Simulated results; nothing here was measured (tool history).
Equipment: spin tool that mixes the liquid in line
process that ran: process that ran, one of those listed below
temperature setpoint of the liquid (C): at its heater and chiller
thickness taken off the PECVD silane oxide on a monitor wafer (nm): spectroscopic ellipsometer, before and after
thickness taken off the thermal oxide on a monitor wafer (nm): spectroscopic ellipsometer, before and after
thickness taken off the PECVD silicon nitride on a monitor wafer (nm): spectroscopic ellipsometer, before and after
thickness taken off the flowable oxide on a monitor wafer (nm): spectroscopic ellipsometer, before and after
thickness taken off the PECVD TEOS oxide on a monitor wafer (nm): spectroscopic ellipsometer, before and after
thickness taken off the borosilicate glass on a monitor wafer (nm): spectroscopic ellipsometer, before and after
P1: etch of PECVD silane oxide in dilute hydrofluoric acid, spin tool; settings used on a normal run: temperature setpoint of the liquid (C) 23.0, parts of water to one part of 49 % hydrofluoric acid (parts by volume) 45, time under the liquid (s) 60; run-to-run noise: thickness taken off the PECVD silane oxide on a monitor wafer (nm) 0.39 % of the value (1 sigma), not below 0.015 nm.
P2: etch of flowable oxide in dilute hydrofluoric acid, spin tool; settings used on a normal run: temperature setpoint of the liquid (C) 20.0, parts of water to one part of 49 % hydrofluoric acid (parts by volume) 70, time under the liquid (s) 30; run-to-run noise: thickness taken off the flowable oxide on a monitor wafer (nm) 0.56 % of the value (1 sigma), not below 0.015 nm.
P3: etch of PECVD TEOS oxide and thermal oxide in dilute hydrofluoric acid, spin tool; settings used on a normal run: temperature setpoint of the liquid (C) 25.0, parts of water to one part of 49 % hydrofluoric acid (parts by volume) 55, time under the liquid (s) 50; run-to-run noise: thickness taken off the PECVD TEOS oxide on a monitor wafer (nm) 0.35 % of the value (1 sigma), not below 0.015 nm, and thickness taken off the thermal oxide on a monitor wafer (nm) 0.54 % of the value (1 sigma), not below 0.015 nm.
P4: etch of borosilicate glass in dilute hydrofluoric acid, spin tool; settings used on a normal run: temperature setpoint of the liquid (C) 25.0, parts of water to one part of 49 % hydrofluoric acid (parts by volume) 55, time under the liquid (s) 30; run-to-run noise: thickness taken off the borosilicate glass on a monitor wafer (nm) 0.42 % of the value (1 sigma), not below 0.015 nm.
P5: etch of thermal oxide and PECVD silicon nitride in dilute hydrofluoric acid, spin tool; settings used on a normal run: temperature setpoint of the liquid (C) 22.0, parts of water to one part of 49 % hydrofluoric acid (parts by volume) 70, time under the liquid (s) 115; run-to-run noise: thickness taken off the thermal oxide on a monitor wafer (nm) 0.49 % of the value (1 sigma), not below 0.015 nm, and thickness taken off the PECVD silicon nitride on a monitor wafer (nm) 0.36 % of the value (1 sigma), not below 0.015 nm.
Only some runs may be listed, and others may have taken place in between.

run	hour	process that ran	temperature setpoint of the liquid (C)	parts of water to one part of 49 % hydrofluoric acid (parts by volume)	time under the liquid (s)	hours since the thermometer was replaced	hours since the hydrofluoric acid flow meter was replaced	thickness taken off the PECVD silane oxide on a monitor wafer (nm)	thickness taken off the thermal oxide on a monitor wafer (nm)	thickness taken off the PECVD silicon nitride on a monitor wafer (nm)	thickness taken off the flowable oxide on a monitor wafer (nm)	thickness taken off the PECVD TEOS oxide on a monitor wafer (nm)	thickness taken off the borosilicate glass on a monitor wafer (nm)
1	9.9	P1	23.0	45	60	443.2	1454.0	39.502					
2	18.5	P1	17.0	45	60	451.8	1462.6	30.259					
3	23.5	P5	22.0	70	20	456.8	1467.6		1.2643	1.4478			
4	32.5	P2	20.0	105	30	465.8	1476.6				11.4170		
5	40.4	P3	25.0	80	50	473.7	1484.5		3.4047			19.088	
6	49.6	P2	17.0	70	30	482.9	1493.7				15.6920		
7	57.7	P1	23.0	45	60	491.0	1501.8	39.471					
8	66.5	P4	32.0	55	30	499.8	1510.6						19.8340
9	76.2	P1	23.0	45	60	509.5	1520.3	39.303					
10	82.2	P1	23.0	45	60	515.5	1526.3	39.142					
11	89.2	P1	23.0	65	60	522.5	1533.3	26.448					
12	94.3	P4	25.0	85	30	527.6	1538.4						9.3686
13	102.7	P4	25.0	55	15	536.0	1546.8						7.4628
14	109.1	P4	25.0	55	30	542.4	1553.2						14.9860
15	115.7	P2	20.0	70	15	549.0	1559.8				8.9321		
16	120.1	P5	17.5	70	115	553.4	1564.2		5.8375	5.9835			
17	125.3	P1	23.0	25	60	558.6	1569.4	72.239					
18	130.3	P1	26.5	20	60	563.6	1574.4	106.080					
19	135.1	P1	23.0	45	60	568.4	1579.2	39.202					
20	139.4	P5	22.0	115	115	572.7	1583.5		4.1056	5.0443			
21	148.1	P3	25.0	55	50	581.4	1592.2		5.1025			28.856	
22	157.9	P1	23.0	45	90	591.2	1602.0	58.734					
23	166.5	P1	17.0	45	30	599.8	1610.6	15.143					
24	175.3	P5	22.0	70	115	608.6	1619.4		7.1404	8.1737			
25	179.9	P2	20.0	70	30	613.2	1624.0				17.9300		
26	186.5	P1	23.0	45	60	619.8	1630.6	39.088					
27	191.5	P1	23.0	45	15	624.8	1635.6	9.854					
28	201.1	P1	28.0	45	60	634.4	1645.2	48.251					
29	207.9	P3	25.0	55	100	641.2	1652.0		10.2860			57.565	
30	213.4	P3	19.5	55	50	646.7	1657.5		4.1028			22.899	
31	222.0	P3	25.0	55	50	655.3	1666.1		5.1816			28.756	
32	231.2	P4	25.0	55	30	664.5	1675.3						14.9940
33	238.3	P1	23.0	45	60	671.6	1682.4	39.099					
34	243.4	P1	23.0	45	60	676.7	1687.5	38.118					
35	250.0	P1	23.0	45	60	683.3	1694.1	37.298					
36	255.8	P1	23.0	45	60	689.1	1699.9	36.818					
37	264.7	P1	23.0	45	60	698.0	1708.8	36.145					
38	271.9	P1	23.0	45	60	705.2	1716.0	35.918					
39	278.8	P1	23.0	45	60	712.1	1722.9	35.559					
40	284.5	P1	23.0	45	60	717.8	1728.6	36.066					
41	294.3	P1	23.0	45	60	727.6	1738.4	35.641					
42	298.7	P1	23.0	45	60	732.0	1742.8	35.733					

The output of P1 has drifted from where it used to be. Each of the 2 causes below, taken at the size shown beside it, accounts for the log equally well:
A: hydrofluoric acid flow below the setpoint (%) = 8.64
B: liquid colder than its thermometer reads (K) = 2.29
The onset of the drift is placed at about hour 238.3.

Listed below are the offered check runs, one wafer per run, with question marks in place of results. For which of them would the causes give clearly different outcomes?
check 1	303.1	P4	25.0	55	30								?
check 2	303.1	P5	22.0	70	115				?	?			
check 3	303.1	P3	25.0	55	50				?			?	
check 4	303.1	P2	20.0	70	30						?		

What each check would give under each cause:
check	result	if A	if B
check 1	thickness taken off the borosilicate glass on a monitor wafer (nm)	13.5970	13.6430
check 2	thickness taken off the thermal oxide on a monitor wafer (nm)	6.4953	6.5160
check 2	thickness taken off the PECVD silicon nitride on a monitor wafer (nm)	7.4871	6.9934
check 3	thickness taken off the thermal oxide on a monitor wafer (nm)	4.6586	4.6743
check 3	thickness taken off the PECVD TEOS oxide on a monitor wafer (nm)	26.132	26.220
check 4	thickness taken off the flowable oxide on a monitor wafer (nm)	16.2070	16.2260
Separation of the two closest causes in each check, using whichever result separates them best: check 1 0.34 %; check 2 6.82 %; check 3 0.34 %; check 4 0.12 %
The causes can be told apart only by check 2. The other checks would give nearly the same results under each of them.

Check 2 was carried out, with these results: thickness taken off the thermal oxide on a monitor wafer (nm) 6.4940; thickness taken off the PECVD silicon nitride on a monitor wafer (nm) 7.4588. Which of the listed causes is responsible?

A is the cause: hydrofluoric acid flow below the setpoint (%).
